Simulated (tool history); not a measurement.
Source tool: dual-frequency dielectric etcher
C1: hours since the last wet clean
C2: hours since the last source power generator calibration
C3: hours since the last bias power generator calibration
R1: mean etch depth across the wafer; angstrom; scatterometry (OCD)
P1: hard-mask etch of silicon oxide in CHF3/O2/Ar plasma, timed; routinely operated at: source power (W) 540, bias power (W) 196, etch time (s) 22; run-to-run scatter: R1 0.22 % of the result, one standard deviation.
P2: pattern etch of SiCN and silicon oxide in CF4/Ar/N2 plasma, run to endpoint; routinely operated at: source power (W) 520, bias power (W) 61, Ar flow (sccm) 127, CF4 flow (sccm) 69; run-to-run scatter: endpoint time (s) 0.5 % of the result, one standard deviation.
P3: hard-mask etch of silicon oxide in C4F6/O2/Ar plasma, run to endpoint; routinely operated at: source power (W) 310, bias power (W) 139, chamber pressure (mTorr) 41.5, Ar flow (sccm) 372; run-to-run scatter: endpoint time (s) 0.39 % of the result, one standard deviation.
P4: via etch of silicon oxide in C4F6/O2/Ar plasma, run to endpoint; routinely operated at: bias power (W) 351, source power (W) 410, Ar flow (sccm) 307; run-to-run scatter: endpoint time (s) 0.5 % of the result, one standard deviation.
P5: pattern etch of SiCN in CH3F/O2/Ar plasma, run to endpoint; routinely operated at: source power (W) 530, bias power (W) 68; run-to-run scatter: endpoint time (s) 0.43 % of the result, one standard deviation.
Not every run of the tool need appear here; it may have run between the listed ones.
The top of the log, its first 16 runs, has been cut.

Run 17, hour 133.4: process that ran P2, source power (W) 520, bias power (W) 73, Ar flow (sccm) 127, CF4 flow (sccm) 69; C1 419.7; C2 3551.3; C3 428.5. Result: endpoint time (s) 11.472.
Run 18, hour 140.8: process that ran P5, source power (W) 680, bias power (W) 68; C1 427.1; C2 3558.7; C3 435.9. Result: endpoint time (s) 16.175.
Run 19, hour 146.8: process that ran P1, source power (W) 540, bias power (W) 196, etch time (s) 22; C1 433.1; C2 3564.7; C3 441.9. Result: R1 440.23 angstrom.
Run 20, hour 151.3: process that ran P2, source power (W) 320, bias power (W) 61, Ar flow (sccm) 127, CF4 flow (sccm) 69; C1 437.6; C2 3569.2; C3 446.4. Result: endpoint time (s) 18.722.
Run 21, hour 156.3: process that ran P1, source power (W) 540, bias power (W) 133, etch time (s) 22; C1 442.6; C2 3574.2; C3 451.4. Result: R1 385.63 angstrom.
Run 22, hour 166.3: process that ran P1, source power (W) 540, bias power (W) 164, etch time (s) 12.5; C1 452.6; C2 3584.2; C3 461.4. Result: R1 235.6 angstrom.
Run 23, hour 173.5: process that ran P3, source power (W) 310, bias power (W) 139, chamber pressure (mTorr) 41.5, Ar flow (sccm) 263; C1 459.8; C2 3591.4; C3 468.6. Result: endpoint time (s) 93.57.
Run 24, hour 179.9: process that ran P1, source power (W) 540, bias power (W) 196, etch time (s) 22; C1 466.2; C2 3597.8; C3 475. Result: R1 438.19 angstrom.
Run 25, hour 186.8: process that ran P3, source power (W) 310, bias power (W) 139, chamber pressure (mTorr) 58.5, Ar flow (sccm) 372; C1 473.1; C2 3604.7; C3 481.9. Result: endpoint time (s) 101.51.
Run 26, hour 192.6: process that ran P2, source power (W) 520, bias power (W) 61, Ar flow (sccm) 127, CF4 flow (sccm) 69; C1 478.9; C2 3610.5; C3 487.7. Result: endpoint time (s) 12.18.
Run 27, hour 202.1: process that ran P1, source power (W) 540, bias power (W) 196, etch time (s) 22; C1 488.4; C2 3620; C3 497.2. Result: R1 440 angstrom.
At hour 211.9: bias power generator calibrated.
Run 28, hour 212.1: process that ran P5, source power (W) 530, bias power (W) 68; C1 498.4; C2 3630; C3 0.2. Result: endpoint time (s) 17.749.
Run 29, hour 220: process that ran P2, source power (W) 520, bias power (W) 61, Ar flow (sccm) 127, CF4 flow (sccm) 97; C1 506.3; C2 3637.9; C3 8.1. Result: endpoint time (s) 11.51.
Run 30, hour 224.6: process that ran P1, source power (W) 540, bias power (W) 196, etch time (s) 12.5; C1 510.9; C2 3642.5; C3 12.7. Result: R1 250.04 angstrom.
Run 31, hour 231.5: process that ran P1, source power (W) 540, bias power (W) 196, etch time (s) 29.5; C1 517.8; C2 3649.4; C3 19.6. Result: R1 590.5 angstrom.

What will run 32 give?
Run 32, hour 240.4: process that ran P1, source power (W) 540, bias power (W) 229, etch time (s) 17; C1 526.7; C2 3658.3; C3 28.5. Result: R1 ?.

{"run 32": {"R1": 359.68}}

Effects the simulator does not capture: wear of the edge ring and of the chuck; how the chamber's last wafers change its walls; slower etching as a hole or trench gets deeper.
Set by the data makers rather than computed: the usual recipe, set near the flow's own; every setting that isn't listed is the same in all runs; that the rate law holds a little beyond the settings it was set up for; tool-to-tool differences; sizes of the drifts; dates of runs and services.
